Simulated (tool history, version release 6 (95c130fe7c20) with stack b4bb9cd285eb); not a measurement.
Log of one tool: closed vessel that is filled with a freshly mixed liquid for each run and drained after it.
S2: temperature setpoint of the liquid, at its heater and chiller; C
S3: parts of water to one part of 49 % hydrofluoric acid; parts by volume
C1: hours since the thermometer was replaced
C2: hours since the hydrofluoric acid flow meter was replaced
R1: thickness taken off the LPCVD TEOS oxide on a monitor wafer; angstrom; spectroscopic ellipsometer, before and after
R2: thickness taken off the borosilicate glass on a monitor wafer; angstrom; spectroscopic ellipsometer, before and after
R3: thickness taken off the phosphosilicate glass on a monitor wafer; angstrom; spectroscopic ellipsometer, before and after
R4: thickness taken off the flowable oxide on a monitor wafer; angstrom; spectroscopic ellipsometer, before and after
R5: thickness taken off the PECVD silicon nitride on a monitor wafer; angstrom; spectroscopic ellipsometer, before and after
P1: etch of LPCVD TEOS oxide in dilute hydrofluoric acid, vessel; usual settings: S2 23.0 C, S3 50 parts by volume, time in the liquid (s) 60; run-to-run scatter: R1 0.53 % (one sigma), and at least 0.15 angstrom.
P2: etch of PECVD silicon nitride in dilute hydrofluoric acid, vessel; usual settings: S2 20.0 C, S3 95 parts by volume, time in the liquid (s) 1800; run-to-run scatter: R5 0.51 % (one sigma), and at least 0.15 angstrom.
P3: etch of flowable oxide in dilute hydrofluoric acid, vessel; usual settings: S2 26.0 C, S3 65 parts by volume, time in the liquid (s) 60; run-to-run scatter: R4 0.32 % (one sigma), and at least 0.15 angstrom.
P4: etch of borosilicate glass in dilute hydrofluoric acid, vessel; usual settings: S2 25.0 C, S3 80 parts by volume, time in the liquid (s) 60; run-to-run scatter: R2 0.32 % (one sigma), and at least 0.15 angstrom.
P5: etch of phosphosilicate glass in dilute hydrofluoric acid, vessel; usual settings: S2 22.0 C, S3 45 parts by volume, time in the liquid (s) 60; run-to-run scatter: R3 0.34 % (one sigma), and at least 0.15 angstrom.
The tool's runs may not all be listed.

{"run": 1, "hour": 3.6, "process that ran": "P1", "S2": 23.0, "S3": 50, "time in the liquid (s)": 60, "C1": 199.9, "C2": 355.0, "R1": 395.59}
{"run": 2, "hour": 5.8, "process that ran": "P4", "S2": 17.0, "S3": 80, "time in the liquid (s)": 60, "C1": 202.1, "C2": 357.2, "R2": 175.75}
{"run": 3, "hour": 7.7, "process that ran": "P1", "S2": 23.0, "S3": 50, "time in the liquid (s)": 90, "C1": 204.0, "C2": 359.1, "R1": 588.41}
{"run": 4, "hour": 11.6, "process that ran": "P5", "S2": 22.0, "S3": 45, "time in the liquid (s)": 60, "C1": 207.9, "C2": 363.0, "R3": 2064.3}
{"run": 5, "hour": 13.5, "process that ran": "P1", "S2": 23.0, "S3": 50, "time in the liquid (s)": 60, "C1": 209.8, "C2": 364.9, "R1": 399.0}
{"run": 6, "hour": 17.3, "process that ran": "P1", "S2": 23.0, "S3": 50, "time in the liquid (s)": 30, "C1": 213.6, "C2": 368.7, "R1": 196.97}
{"run": 7, "hour": 21.3, "process that ran": "P1", "S2": 23.0, "S3": 50, "time in the liquid (s)": 60, "C1": 217.6, "C2": 372.7, "R1": 394.71}
{"run": 8, "hour": 25.0, "process that ran": "P1", "S2": 23.0, "S3": 50, "time in the liquid (s)": 60, "C1": 221.3, "C2": 376.4, "R1": 396.73}
{"run": 9, "hour": 28.2, "process that ran": "P1", "S2": 23.0, "S3": 30, "time in the liquid (s)": 60, "C1": 224.5, "C2": 379.6, "R1": 674.32}
{"run": 10, "hour": 31.5, "process that ran": "P5", "S2": 22.0, "S3": 45, "time in the liquid (s)": 60, "C1": 227.8, "C2": 382.9, "R3": 2061.9}
{"run": 11, "hour": 35.6, "process that ran": "P1", "S2": 18.5, "S3": 85, "time in the liquid (s)": 60, "C1": 231.9, "C2": 387.0, "R1": 185.72}
{"run": 12, "hour": 38.7, "process that ran": "P1", "S2": 23.0, "S3": 50, "time in the liquid (s)": 60, "C1": 235.0, "C2": 390.1, "R1": 394.28}
{"run": 13, "hour": 41.9, "process that ran": "P1", "S2": 23.0, "S3": 50, "time in the liquid (s)": 60, "C1": 238.2, "C2": 393.3, "R1": 394.51}
{"run": 14, "hour": 44.4, "process that ran": "P4", "S2": 25.0, "S3": 80, "time in the liquid (s)": 30, "C1": 240.7, "C2": 395.8, "R2": 121.62}
{"run": 15, "hour": 47.2, "process that ran": "P4", "S2": 25.0, "S3": 25, "time in the liquid (s)": 60, "C1": 243.5, "C2": 398.6, "R2": 840.74}
{"run": 16, "hour": 50.6, "process that ran": "P1", "S2": 23.0, "S3": 85, "time in the liquid (s)": 60, "C1": 246.9, "C2": 402.0, "R1": 220.64}
{"run": 17, "hour": 54.8, "process that ran": "P3", "S2": 26.0, "S3": 65, "time in the liquid (s)": 90, "C1": 251.1, "C2": 406.2, "R4": 793.3}
{"run": 18, "hour": 58.8, "process that ran": "P2", "S2": 17.0, "S3": 95, "time in the liquid (s)": 1800, "C1": 255.1, "C2": 410.2, "R5": 244.78}
{"run": 19, "hour": 62.6, "process that ran": "P4", "S2": 25.0, "S3": 80, "time in the liquid (s)": 60, "C1": 258.9, "C2": 414.0, "R2": 244.87}
{"run": 20, "hour": 64.6, "process that ran": "P1", "S2": 17.0, "S3": 50, "time in the liquid (s)": 60, "C1": 260.9, "C2": 416.0, "R1": 307.7}
{"run": 21, "hour": 67.3, "process that ran": "P5", "S2": 27.5, "S3": 45, "time in the liquid (s)": 60, "C1": 263.6, "C2": 418.7, "R3": 2596.3}
{"run": 22, "hour": 70.1, "process that ran": "P1", "S2": 29.0, "S3": 50, "time in the liquid (s)": 60, "C1": 266.4, "C2": 421.5, "R1": 503.44}
{"run": 23, "hour": 73.9, "process that ran": "P2", "S2": 20.0, "S3": 95, "time in the liquid (s)": 1800, "C1": 270.2, "C2": 425.3, "R5": 301.79}
{"run": 24, "hour": 77.6, "process that ran": "P3", "S2": 19.5, "S3": 65, "time in the liquid (s)": 60, "C1": 273.9, "C2": 429.0, "R4": 402.26}
{"hour": 77.7, "done": "thermometer replaced"}
{"run": 25, "hour": 80.5, "process that ran": "P2", "S2": 20.0, "S3": 95, "time in the liquid (s)": 560, "C1": 2.8, "C2": 431.9, "R5": 93.819}
{"run": 26, "hour": 83.5, "process that ran": "P5", "S2": 22.0, "S3": 45, "time in the liquid (s)": 115, "C1": 5.8, "C2": 434.9, "R3": 3958.9}
{"run": 27, "hour": 86.5, "process that ran": "P2", "S2": 20.0, "S3": 95, "time in the liquid (s)": 1800, "C1": 8.8, "C2": 437.9, "R5": 298.34}
{"run": 28, "hour": 89.2, "process that ran": "P3", "S2": 26.0, "S3": 65, "time in the liquid (s)": 60, "C1": 11.5, "C2": 440.6, "R4": 526.03}
{"run": 29, "hour": 92.6, "process that ran": "P5", "S2": 22.0, "S3": 20, "time in the liquid (s)": 60, "C1": 14.9, "C2": 444.0, "R3": 4815.8}
{"run": 30, "hour": 95.3, "process that ran": "P3", "S2": 26.0, "S3": 95, "time in the liquid (s)": 60, "C1": 17.6, "C2": 446.7, "R4": 343.21}
{"run": 31, "hour": 99.3, "process that ran": "P2", "S2": 20.0, "S3": 180, "time in the liquid (s)": 1800, "C1": 21.6, "C2": 450.7, "R5": 160.07}
{"run": 32, "hour": 103.3, "process that ran": "P1", "S2": 23.0, "S3": 50, "time in the liquid (s)": 60, "C1": 25.6, "C2": 454.7, "R1": 393.67}
{"run": 33, "hour": 107.2, "process that ran": "P1", "S2": 23.0, "S3": 50, "time in the liquid (s)": 60, "C1": 29.5, "C2": 458.6, "R1": 377.99}
{"run": 34, "hour": 110.4, "process that ran": "P1", "S2": 23.0, "S3": 50, "time in the liquid (s)": 60, "C1": 32.7, "C2": 461.8, "R1": 373.93}
{"run": 35, "hour": 113.3, "process that ran": "P1", "S2": 23.0, "S3": 50, "time in the liquid (s)": 60, "C1": 35.6, "C2": 464.7, "R1": 368.29}
{"run": 36, "hour": 115.6, "process that ran": "P1", "S2": 23.0, "S3": 50, "time in the liquid (s)": 60, "C1": 37.9, "C2": 467.0, "R1": 370.1}
{"run": 37, "hour": 118.5, "process that ran": "P1", "S2": 23.0, "S3": 50, "time in the liquid (s)": 60, "C1": 40.8, "C2": 469.9, "R1": 365.63}
{"run": 38, "hour": 121.4, "process that ran": "P1", "S2": 23.0, "S3": 50, "time in the liquid (s)": 60, "C1": 43.7, "C2": 472.8, "R1": 367.16}
{"run": 39, "hour": 124.0, "process that ran": "P1", "S2": 23.0, "S3": 50, "time in the liquid (s)": 60, "C1": 46.3, "C2": 475.4, "R1": 364.14}
{"run": 40, "hour": 126.2, "process that ran": "P1", "S2": 23.0, "S3": 50, "time in the liquid (s)": 60, "C1": 48.5, "C2": 477.6, "R1": 363.22}

What P1 gives has crept away from where it was. These 2 causes fit the log equally well, each at the size given:
A: liquid colder than its thermometer reads (K) = 1.89
B: hydrofluoric acid flow below the setpoint (%) = 7.14
The creep began at about hour 103.3.

4 check runs are offered, one wafer each, their results left as question marks. Which one tells the causes apart?
{"run": "check 1", "hour": 128.4, "process that ran": "P2", "S2": 20.0, "S3": 95, "time in the liquid (s)": 1800, "R5": "?"}
{"run": "check 2", "hour": 128.4, "process that ran": "P5", "S2": 22.0, "S3": 45, "time in the liquid (s)": 60, "R3": "?"}
{"run": "check 3", "hour": 128.4, "process that ran": "P4", "S2": 25.0, "S3": 80, "time in the liquid (s)": 60, "R2": "?"}
{"run": "check 4", "hour": 128.4, "process that ran": "P3", "S2": 26.0, "S3": 65, "time in the liquid (s)": 60, "R4": "?"}

What each check would give under each cause:
check=check_1 result=R5 if_A=263.320 if_B=278.950
check=check_2 result=R3 if_A=1907.5 if_B=1910.3
check=check_3 result=R2 if_A=226.35 if_B=224.99
check=check_4 result=R4 if_A=487.17 if_B=484.89
How far apart the two closest causes lie, in the result that separates them most: check 1 5.77 %; check 2 0.14 %; check 3 0.6 %; check 4 0.47 %
Only check 1 tells the causes apart: in the others they would give nearly the same result.

Check 1 was then run and gave: R5 263.740 angstrom. Which cause is it?

It is A: liquid colder than its thermometer reads (K).
